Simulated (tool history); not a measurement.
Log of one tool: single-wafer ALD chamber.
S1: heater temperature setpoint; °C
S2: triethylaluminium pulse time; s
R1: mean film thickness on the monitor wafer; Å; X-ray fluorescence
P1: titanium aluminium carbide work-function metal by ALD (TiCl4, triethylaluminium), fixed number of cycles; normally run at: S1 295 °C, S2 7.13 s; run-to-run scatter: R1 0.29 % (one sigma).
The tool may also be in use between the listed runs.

run	hour	S1	S2	R1
1	4.1	295	7.13	17.548
2	10.6	295	10	18.614
3	17.8	279	7.13	16.477
4	23.2	306	2.59	11.932
5	28.7	295	2.67	11.544
6	33.1	314	10.03	20.229
7	37.7	295	7.13	17.613
8	45.5	295	7.13	17.726
9	51.3	313	7.13	19.003
10	58.6	295	7.13	17.54
11	63.3	295	7.13	17.591
# hour 64.4: triethylaluminium bottle replaced
12	70.7	295	7.13	17.566
13	76.7	283	11.46	17.883
14	83.8	295	7.13	17.599
15	88.7	295	7.13	17.529
16	92.5	295	7.13	17.465
17	96.4	295	7.13	17.36
18	103.5	295	7.13	17.247
19	108.6	295	7.13	17.252
20	116.5	295	7.13	17.205
21	121.1	295	7.13	17.156
22	127.2	295	7.13	17.153
23	131.1	295	7.13	17.155
24	139.4	295	7.13	17.19
25	143.7	295	7.13	17.108

What P1 gives has crept away from where it was. These 2 causes fit the log equally well, each at the size given:
A: wafer temperature below the value expected at the setpoint (K) = 5.61
B: triethylaluminium dose below that of a fresh bottle (%) = 9.54
The creep began at about hour 83.8.

4 check runs are offered, one wafer each, their results left as question marks. Which one tells the causes apart?
check 1	148	282	7.13	?
check 2	148	279	7.13	?
check 3	148	295	3.26	?
check 4	148	311	7.13	?

What each check would give under each cause:
check	result	if A	if B
check 1	R1	16.15	16.169
check 2	R1	15.921	15.945
check 3	R1	12.66	12.273
check 4	R1	18.395	18.37
How far apart the two closest causes lie, in the result that separates them most: check 1 0.12 %; check 2 0.15 %; check 3 3.1 %; check 4 0.13 %
Check 3 tells the causes apart: in the others they would give nearly the same result.

Then check 3 was run and gave: R1 12.355 Å. Which cause is it?

It is B: triethylaluminium dose below that of a fresh bottle (%).

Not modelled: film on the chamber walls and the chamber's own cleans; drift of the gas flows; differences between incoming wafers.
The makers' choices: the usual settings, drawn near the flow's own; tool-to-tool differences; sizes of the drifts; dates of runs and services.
